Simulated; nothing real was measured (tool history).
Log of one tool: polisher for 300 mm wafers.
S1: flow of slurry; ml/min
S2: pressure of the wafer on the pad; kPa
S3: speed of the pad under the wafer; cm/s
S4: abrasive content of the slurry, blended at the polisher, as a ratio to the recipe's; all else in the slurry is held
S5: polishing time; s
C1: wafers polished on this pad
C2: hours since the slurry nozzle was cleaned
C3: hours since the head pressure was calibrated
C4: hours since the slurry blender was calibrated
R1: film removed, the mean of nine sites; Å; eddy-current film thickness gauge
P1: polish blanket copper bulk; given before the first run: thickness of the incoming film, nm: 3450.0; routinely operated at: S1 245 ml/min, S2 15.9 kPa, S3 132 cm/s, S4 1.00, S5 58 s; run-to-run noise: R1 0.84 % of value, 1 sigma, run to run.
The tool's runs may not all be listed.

| run | day | S1 | S2 | S3 | S4 | S5 | C1 | C2 | C3 | C4 | R1 |
|---|---|---|---|---|---|---|---|---|---|---|---|
| 1 | 0.225 | 245 | 15.9 | 132 | 1.00 | 58 | 177 | 104.8 | 714.3 | 152.0 | 6492.8 |
| 2 | 0.454 | 315 | 20.7 | 132 | 1.00 | 58 | 228 | 110.3 | 719.8 | 157.5 | 8632.6 |
| 3 | 0.696 | 245 | 15.9 | 132 | 1.00 | 58 | 280 | 116.1 | 725.6 | 163.3 | 6500.0 |
| 4 | 0.850 | 245 | 15.9 | 132 | 1.00 | 58 | 314 | 119.8 | 729.3 | 167.0 | 6433.8 |
| 5 | 0.975 | 245 | 11.0 | 132 | 1.00 | 58 | 342 | 122.8 | 732.3 | 170.0 | 4527.4 |
| 6 | 1.221 | 145 | 15.9 | 132 | 1.00 | 58 | 395 | 128.7 | 738.2 | 175.9 | 6021.0 |
| 7 | 1.442 | 245 | 23.4 | 132 | 1.00 | 58 | 444 | 134.0 | 743.5 | 181.2 | 9638.4 |
| 8 | 1.579 | 245 | 15.9 | 62 | 1.00 | 58 | 474 | 137.3 | 746.8 | 184.5 | 3067.8 |
| 9 | 1.825 | 245 | 15.9 | 202 | 1.00 | 58 | 528 | 143.2 | 752.7 | 190.4 | 10124.0 |
| 10 | 1.967 | 245 | 15.9 | 132 | 1.00 | 39 | 559 | 146.6 | 756.1 | 193.8 | 4405.5 |
|  | 2.112 | slurry nozzle cleaned |
| 11 | 2.171 | 245 | 15.9 | 132 | 1.00 | 58 | 604 | 1.5 | 761.0 | 198.7 | 6358.2 |
| 12 | 2.404 | 245 | 15.9 | 132 | 1.00 | 58 | 655 | 7.1 | 766.6 | 204.3 | 6548.5 |
| 13 | 2.633 | 245 | 15.9 | 132 | 1.00 | 58 | 705 | 12.6 | 772.1 | 209.8 | 6605.4 |
| 14 | 2.779 | 245 | 15.9 | 132 | 1.00 | 89 | 737 | 16.1 | 775.6 | 213.3 | 9901.0 |
| 15 | 2.983 | 245 | 15.9 | 132 | 0.60 | 58 | 782 | 21.0 | 780.5 | 218.2 | 5866.9 |
| 16 | 3.217 | 340 | 15.9 | 132 | 1.00 | 58 | 833 | 26.6 | 786.1 | 223.8 | 6615.9 |
|  | 3.242 | head pressure recalibrated |
| 17 | 3.379 | 245 | 15.9 | 132 | 1.00 | 58 | 868 | 30.5 | 3.4 | 227.7 | 6517.6 |
| 18 | 3.646 | 245 | 15.9 | 132 | 1.45 | 58 | 927 | 36.9 | 9.8 | 234.1 | 7083.1 |
| 19 | 3.779 | 245 | 11.0 | 132 | 0.65 | 58 | 956 | 40.1 | 13.0 | 237.3 | 4176.5 |
| 20 | 4.004 | 145 | 8.3 | 132 | 1.00 | 58 | 1005 | 45.5 | 18.4 | 242.7 | 3142.1 |
| 21 | 4.246 | 245 | 15.9 | 132 | 1.00 | 58 | 1058 | 51.3 | 24.2 | 248.5 | 6570.4 |
| 22 | 4.417 | 245 | 15.9 | 132 | 1.00 | 58 | 1096 | 55.4 | 28.3 | 252.6 | 6383.3 |
| 23 | 4.588 | 245 | 15.9 | 132 | 1.00 | 58 | 1133 | 59.5 | 32.4 | 256.7 | 6331.7 |
| 24 | 4.846 | 245 | 15.9 | 132 | 1.00 | 58 | 1190 | 65.7 | 38.6 | 262.9 | 6201.1 |
|  | 4.971 | worn pad replaced by a new one |
| 25 | 5.029 | 245 | 15.9 | 132 | 1.00 | 58 | 12 | 70.1 | 43.0 | 267.3 | 6203.4 |
|  | 5.150 | slurry blender recalibrated |
| 26 | 5.196 | 245 | 15.9 | 132 | 1.00 | 58 | 49 | 74.1 | 47.0 | 1.2 | 6177.1 |
| 27 | 5.329 | 245 | 15.9 | 132 | 1.00 | 58 | 78 | 77.3 | 50.2 | 4.4 | 6231.5 |
| 28 | 5.500 | 245 | 15.9 | 132 | 1.00 | 58 | 116 | 81.4 | 54.3 | 8.5 | 6086.0 |

Something has made what P1 gives creep away from where it was; the 2 causes below, each at its own stated size, fit the log equally well:
A: head's pressure below its setpoint, % = 5.27
B: slurry flow missing at the pad, % = 33.6
At approximately day 4.246, the process output began to creep.
Why every other cause is out:
removal rate lost through wear of the pad, %: serviced after onset, at day 4.971, with no recovery of the prior output
abrasive missing from the slurry, %: serviced after onset, at day 5.150, with no recovery of the prior output

Which of the 4 check runs listed below, each an average over 5 wafers with its results shown as question marks, gives clearly different results under the different listed causes?
| check 1 | 5.671 | 245 | 15.9 | 84 | 1.00 | 88 |  |  |  |  | ? |
| check 2 | 5.671 | 245 | 15.9 | 188 | 1.00 | 75 |  |  |  |  | ? |
| check 3 | 5.671 | 245 | 22.1 | 132 | 1.45 | 58 |  |  |  |  | ? |
| check 4 | 5.671 | 145 | 15.9 | 132 | 1.00 | 58 |  |  |  |  | ? |

What each check would give under each cause:
| check | result | if A | if B |
|---|---|---|---|
| check 1 | R1 | 5942.7 | 5943.0 |
| check 2 | R1 | 11335.0 | 11336.0 |
| check 3 | R1 | 9289.2 | 9289.7 |
| check 4 | R1 | 5719.4 | 5530.7 |
Per-check spread between the two closest causes, in the result where they differ most: check 1 0.01 %; check 2 0.01 %; check 3 0.01 %; check 4 3.35 %
Check 4 tells the causes apart: in the others they would give nearly the same result.

Check 4 was carried out, with these results: R1 5514.2 Å. Which of the listed causes is responsible?

The correct cause is B, namely: slurry flow missing at the pad, %.
